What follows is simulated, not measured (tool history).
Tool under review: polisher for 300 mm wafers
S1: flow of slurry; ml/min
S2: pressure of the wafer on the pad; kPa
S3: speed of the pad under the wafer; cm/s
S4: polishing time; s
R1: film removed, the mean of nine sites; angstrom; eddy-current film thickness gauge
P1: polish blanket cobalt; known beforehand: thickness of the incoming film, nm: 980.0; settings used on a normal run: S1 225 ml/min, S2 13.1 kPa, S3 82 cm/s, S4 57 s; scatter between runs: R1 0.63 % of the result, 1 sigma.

Run 1, hour 8.0: S1 225 ml/min, S2 13.1 kPa, S3 82 cm/s, S4 57 s. Result: R1 2054.90 angstrom.
Run 2, hour 14.6: S1 225 ml/min, S2 13.1 kPa, S3 82 cm/s, S4 57 s. Result: R1 2032.10 angstrom.
Run 3, hour 21.0: S1 225 ml/min, S2 13.1 kPa, S3 40 cm/s, S4 57 s. Result: R1 1003.30 angstrom.
Run 4, hour 26.8: S1 225 ml/min, S2 6.2 kPa, S3 82 cm/s, S4 57 s. Result: R1 984.64 angstrom.
Run 5, hour 31.1: S1 225 ml/min, S2 13.1 kPa, S3 82 cm/s, S4 57 s. Result: R1 2061.80 angstrom.
Run 6, hour 37.6: S1 225 ml/min, S2 13.1 kPa, S3 82 cm/s, S4 57 s. Result: R1 2042.40 angstrom.
Run 7, hour 41.6: S1 150 ml/min, S2 13.1 kPa, S3 82 cm/s, S4 72 s. Result: R1 2431.20 angstrom.
Run 8, hour 49.6: S1 225 ml/min, S2 13.1 kPa, S3 106 cm/s, S4 57 s. Result: R1 2659.40 angstrom.
Run 9, hour 58.2: S1 225 ml/min, S2 7.6 kPa, S3 116 cm/s, S4 57 s. Result: R1 1652.50 angstrom.
At hour 59.2: head pressure recalibrated.
Run 10, hour 66.7: S1 225 ml/min, S2 20.7 kPa, S3 82 cm/s, S4 57 s. Result: R1 3256.10 angstrom.
Run 11, hour 75.1: S1 135 ml/min, S2 13.1 kPa, S3 82 cm/s, S4 57 s. Result: R1 1884.30 angstrom.
Run 12, hour 80.8: S1 225 ml/min, S2 13.1 kPa, S3 82 cm/s, S4 89 s. Result: R1 3191.50 angstrom.
Run 13, hour 86.1: S1 225 ml/min, S2 13.1 kPa, S3 82 cm/s, S4 26 s. Result: R1 923.42 angstrom.
Run 14, hour 91.5: S1 225 ml/min, S2 13.1 kPa, S3 82 cm/s, S4 57 s. Result: R1 2053.60 angstrom.
Run 15, hour 99.8: S1 225 ml/min, S2 9.7 kPa, S3 102 cm/s, S4 57 s. Result: R1 1875.00 angstrom.
Run 16, hour 106.6: S1 330 ml/min, S2 13.1 kPa, S3 82 cm/s, S4 57 s. Result: R1 2126.00 angstrom.
Run 17, hour 111.4: S1 225 ml/min, S2 13.1 kPa, S3 82 cm/s, S4 57 s. Result: R1 2041.70 angstrom.
Run 18, hour 119.3: S1 225 ml/min, S2 13.1 kPa, S3 82 cm/s, S4 57 s. Result: R1 2029.80 angstrom.
Run 19, hour 126.6: S1 225 ml/min, S2 13.1 kPa, S3 82 cm/s, S4 57 s. Result: R1 2006.80 angstrom.
Run 20, hour 132.4: S1 225 ml/min, S2 13.1 kPa, S3 82 cm/s, S4 57 s. Result: R1 1978.70 angstrom.
Run 21, hour 140.5: S1 225 ml/min, S2 13.1 kPa, S3 82 cm/s, S4 57 s. Result: R1 1940.20 angstrom.
At hour 141.4: head pressure recalibrated.
Run 22, hour 145.0: S1 225 ml/min, S2 13.1 kPa, S3 82 cm/s, S4 57 s. Result: R1 1921.00 angstrom.
Run 23, hour 151.7: S1 225 ml/min, S2 13.1 kPa, S3 82 cm/s, S4 57 s. Result: R1 1925.80 angstrom.
Run 24, hour 155.9: S1 225 ml/min, S2 13.1 kPa, S3 82 cm/s, S4 57 s. Result: R1 1907.00 angstrom.
Run 25, hour 164.4: S1 225 ml/min, S2 13.1 kPa, S3 82 cm/s, S4 57 s. Result: R1 1902.40 angstrom.
Run 26, hour 172.9: S1 225 ml/min, S2 13.1 kPa, S3 82 cm/s, S4 57 s. Result: R1 1905.70 angstrom.

The log shows P1 creeping away from where it was. Any of the 2 causes listed here, at the size stated for it, fits the log just as well as the others:
A: removal rate lost through wear of the pad, % = 7.14
B: slurry flow missing at the pad, % = 38.7
The onset of the drift is placed at about hour 119.3.
Other possible causes, and why each is ruled out:
head's pressure below its setpoint, %: serviced at hour 141.4, which brought nothing back

Which of the check runs below tells the causes apart, meaning the causes would give it clearly different results? Each run uses 2 wafers whose results are averaged, and each result is shown as a question mark.
Run check 1, hour 181.4: S1 135 ml/min, S2 6.9 kPa, S3 82 cm/s, S4 57 s. Result: R1 ?.
Run check 2, hour 181.4: S1 225 ml/min, S2 13.1 kPa, S3 60 cm/s, S4 57 s. Result: R1 ?.
Run check 3, hour 181.4: S1 225 ml/min, S2 19.3 kPa, S3 44 cm/s, S4 57 s. Result: R1 ?.
Run check 4, hour 181.4: S1 225 ml/min, S2 8.3 kPa, S3 82 cm/s, S4 31 s. Result: R1 ?.

What every check run would give for each of its results, assuming each possible cause in turn:
  check  result     if A     if B
check 1      R1   925.79   886.20
check 2      R1  1391.50  1391.70
check 3      R1  1503.80  1504.00
check 4      R1   653.24   653.31
Per-check spread between the two closest causes, in the result where they differ most: check 1 4.37 %; check 2 0.01 %; check 3 0.01 %; check 4 0.01 %
Check 1 is the one run that separates the causes; every other check would come out nearly the same whichever cause is at work.

The results of check 1 are: R1 885.96 angstrom. Based on these, which of the listed causes is it?

The correct cause is B, namely: slurry flow missing at the pad, %.
